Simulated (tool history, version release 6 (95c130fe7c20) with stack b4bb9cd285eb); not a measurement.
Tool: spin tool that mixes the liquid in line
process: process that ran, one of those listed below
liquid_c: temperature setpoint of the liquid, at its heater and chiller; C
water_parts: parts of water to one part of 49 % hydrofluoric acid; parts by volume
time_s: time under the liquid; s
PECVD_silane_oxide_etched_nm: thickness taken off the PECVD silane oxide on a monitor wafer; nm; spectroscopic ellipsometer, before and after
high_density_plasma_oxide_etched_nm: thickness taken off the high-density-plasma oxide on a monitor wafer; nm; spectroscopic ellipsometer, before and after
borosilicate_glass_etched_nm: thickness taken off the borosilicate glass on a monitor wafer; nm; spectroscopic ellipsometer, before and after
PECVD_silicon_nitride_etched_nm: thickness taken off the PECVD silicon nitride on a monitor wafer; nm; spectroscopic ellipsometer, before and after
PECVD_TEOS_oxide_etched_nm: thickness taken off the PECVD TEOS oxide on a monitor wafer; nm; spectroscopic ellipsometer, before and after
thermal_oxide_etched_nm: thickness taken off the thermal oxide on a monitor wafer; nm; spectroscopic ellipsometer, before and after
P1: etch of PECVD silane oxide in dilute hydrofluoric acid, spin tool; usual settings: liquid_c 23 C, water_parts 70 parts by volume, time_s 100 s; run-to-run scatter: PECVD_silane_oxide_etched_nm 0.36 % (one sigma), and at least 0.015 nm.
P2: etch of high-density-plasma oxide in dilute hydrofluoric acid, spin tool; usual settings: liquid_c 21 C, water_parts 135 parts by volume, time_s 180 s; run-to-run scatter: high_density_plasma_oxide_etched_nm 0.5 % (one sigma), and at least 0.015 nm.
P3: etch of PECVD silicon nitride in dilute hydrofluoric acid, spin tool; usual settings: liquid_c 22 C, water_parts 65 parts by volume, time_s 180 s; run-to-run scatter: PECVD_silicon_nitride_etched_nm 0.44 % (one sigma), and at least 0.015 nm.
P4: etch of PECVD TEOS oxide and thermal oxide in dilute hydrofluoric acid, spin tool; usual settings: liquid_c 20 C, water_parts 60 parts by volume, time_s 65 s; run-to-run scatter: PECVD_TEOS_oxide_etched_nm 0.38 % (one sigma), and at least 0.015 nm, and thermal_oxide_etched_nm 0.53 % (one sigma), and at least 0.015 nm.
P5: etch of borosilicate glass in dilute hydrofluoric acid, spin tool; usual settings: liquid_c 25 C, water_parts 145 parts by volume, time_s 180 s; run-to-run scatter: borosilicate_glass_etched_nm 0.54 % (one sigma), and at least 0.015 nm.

| run | hour | process | liquid_c | water_parts | time_s | hours since the thermometer was replaced | hours since the hydrofluoric acid flow meter was replaced | PECVD_silane_oxide_etched_nm | high_density_plasma_oxide_etched_nm | borosilicate_glass_etched_nm | PECVD_silicon_nitride_etched_nm | PECVD_TEOS_oxide_etched_nm | thermal_oxide_etched_nm |
|---|---|---|---|---|---|---|---|---|---|---|---|---|---|
| 1 | 13 | P1 | 23 | 70 | 100 | 1530.2 | 347.5 | 26.303 |  |  |  |  |  |
| 2 | 21.9 | P2 | 21 | 135 | 180 | 1539.1 | 356.4 |  | 9.9863 |  |  |  |  |
| 3 | 30.8 | P1 | 23 | 70 | 100 | 1548 | 365.3 | 26.203 |  |  |  |  |  |
| 4 | 37.8 | P5 | 25 | 145 | 180 | 1555 | 372.3 |  |  | 36.303 |  |  |  |
| 5 | 49.1 | P2 | 26.5 | 135 | 180 | 1566.3 | 383.6 |  | 12.281 |  |  |  |  |
| 6 | 61.7 | P5 | 25 | 245 | 180 | 1578.9 | 396.2 |  |  | 19.3 |  |  |  |
| 7 | 74.4 | P3 | 22 | 65 | 180 | 1591.6 | 408.9 |  |  |  | 10.946 |  |  |
| 8 | 85.9 | P4 | 20 | 60 | 65 | 1603.1 | 420.4 |  |  |  |  | 8.4252 | 4.5073 |
| 9 | 98.4 | P2 | 21 | 135 | 50 | 1615.6 | 432.9 |  | 2.783 |  |  |  |  |
| 10 | 111.4 | P1 | 23 | 70 | 190 | 1628.6 | 445.9 | 49.863 |  |  |  |  |  |
| 11 | 124.2 | P5 | 25 | 145 | 340 | 1641.4 | 458.7 |  |  | 68.73 |  |  |  |
| 12 | 135 | P4 | 20 | 60 | 15 | 1652.2 | 469.5 |  |  |  |  | 1.9352 | 1.0595 |
| 13 | 141.4 | P1 | 23 | 125 | 100 | 1658.6 | 475.9 | 13.743 |  |  |  |  |  |
| 14 | 154.2 | P3 | 22 | 65 | 80 | 1671.4 | 488.7 |  |  |  | 4.8771 |  |  |
| 15 | 167.3 | P4 | 24 | 60 | 65 | 1684.5 | 501.8 |  |  |  |  | 9.9782 | 5.3767 |
| 16 | 176.1 | P3 | 22 | 105 | 180 | 1693.3 | 510.6 |  |  |  | 6.8645 |  |  |
| 17 | 189.1 | P4 | 20 | 35 | 65 | 1706.3 | 523.6 |  |  |  |  | 14.958 | 8.0821 |
| 18 | 198.1 | P1 | 23 | 70 | 100 | 1715.3 | 532.6 | 26.181 |  |  |  |  |  |
| 19 | 210.9 | P3 | 17 | 65 | 180 | 1728.1 | 545.4 |  |  |  | 7.6782 |  |  |
| 20 | 219.1 | P4 | 20 | 60 | 65 | 1736.3 | 553.6 |  |  |  |  | 8.4216 | 4.5241 |
| 21 | 230.1 | P2 | 21 | 220 | 180 | 1747.3 | 564.6 |  | 5.6486 |  |  |  |  |
| 22 | 239 | P2 | 21 | 135 | 180 | 1756.2 | 573.5 |  | 9.9691 |  |  |  |  |
| 23 | 247.1 | P1 | 23 | 35 | 100 | 1764.3 | 581.6 | 55.157 |  |  |  |  |  |

Run 24 comes next. What will it give?
| 24 | 256.6 | P1 | 17 | 70 | 100 | 1773.8 | 591.1 | ? |  |  |  |  |  |

PECVD_silane_oxide_etched_nm: 20.349 nm
